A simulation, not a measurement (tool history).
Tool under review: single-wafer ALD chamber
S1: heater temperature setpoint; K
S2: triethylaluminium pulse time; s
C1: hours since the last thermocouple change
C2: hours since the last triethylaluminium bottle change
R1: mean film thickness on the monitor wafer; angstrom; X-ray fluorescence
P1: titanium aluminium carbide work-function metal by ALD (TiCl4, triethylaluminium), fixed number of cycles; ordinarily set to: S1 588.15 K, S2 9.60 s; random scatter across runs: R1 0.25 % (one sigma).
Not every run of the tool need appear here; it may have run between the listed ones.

Run 1, hour 12.8: S1 588.15 K, S2 9.60 s; C1 373.5; C2 770.4. Result: R1 22.031 angstrom.
At hour 15.4: thermocouple changed; heater temperature recalibrated.
Run 2, hour 24.3: S1 588.15 K, S2 9.60 s; C1 8.9; C2 781.9. Result: R1 22.070 angstrom.
Run 3, hour 38.5: S1 611.15 K, S2 9.60 s; C1 23.1; C2 796.1. Result: R1 24.044 angstrom.
Run 4, hour 46.2: S1 588.15 K, S2 12.64 s; C1 30.8; C2 803.8. Result: R1 22.543 angstrom.
Run 5, hour 57.1: S1 573.15 K, S2 6.00 s; C1 41.7; C2 814.7. Result: R1 18.705 angstrom.
Run 6, hour 66.7: S1 588.15 K, S2 9.60 s; C1 51.3; C2 824.3. Result: R1 21.981 angstrom.
Run 7, hour 80.1: S1 588.15 K, S2 4.39 s; C1 64.7; C2 837.7. Result: R1 17.875 angstrom.
Run 8, hour 94.5: S1 588.15 K, S2 9.60 s; C1 79.1; C2 852.1. Result: R1 22.014 angstrom.
Run 9, hour 103.0: S1 588.15 K, S2 9.60 s; C1 87.6; C2 860.6. Result: R1 22.066 angstrom.
Run 10, hour 110.7: S1 570.15 K, S2 9.60 s; C1 95.3; C2 868.3. Result: R1 20.430 angstrom.
Run 11, hour 117.1: S1 588.15 K, S2 9.60 s; C1 101.7; C2 874.7. Result: R1 22.109 angstrom.
Run 12, hour 126.0: S1 603.15 K, S2 15.48 s; C1 110.6; C2 883.6. Result: R1 24.070 angstrom.
Run 13, hour 139.2: S1 608.15 K, S2 15.32 s; C1 123.8; C2 896.8. Result: R1 24.697 angstrom.
Run 14, hour 145.8: S1 588.15 K, S2 9.60 s; C1 130.4; C2 903.4. Result: R1 21.923 angstrom.
Run 15, hour 152.8: S1 588.15 K, S2 9.60 s; C1 137.4; C2 910.4. Result: R1 21.902 angstrom.

Run 16, settings as shown, results not yet in. Your forecast:
Run 16, hour 166.6: S1 588.15 K, S2 9.60 s; C1 151.2; C2 924.2. Result: R1 ?.

Run 16 produced R1 21.969 angstrom.

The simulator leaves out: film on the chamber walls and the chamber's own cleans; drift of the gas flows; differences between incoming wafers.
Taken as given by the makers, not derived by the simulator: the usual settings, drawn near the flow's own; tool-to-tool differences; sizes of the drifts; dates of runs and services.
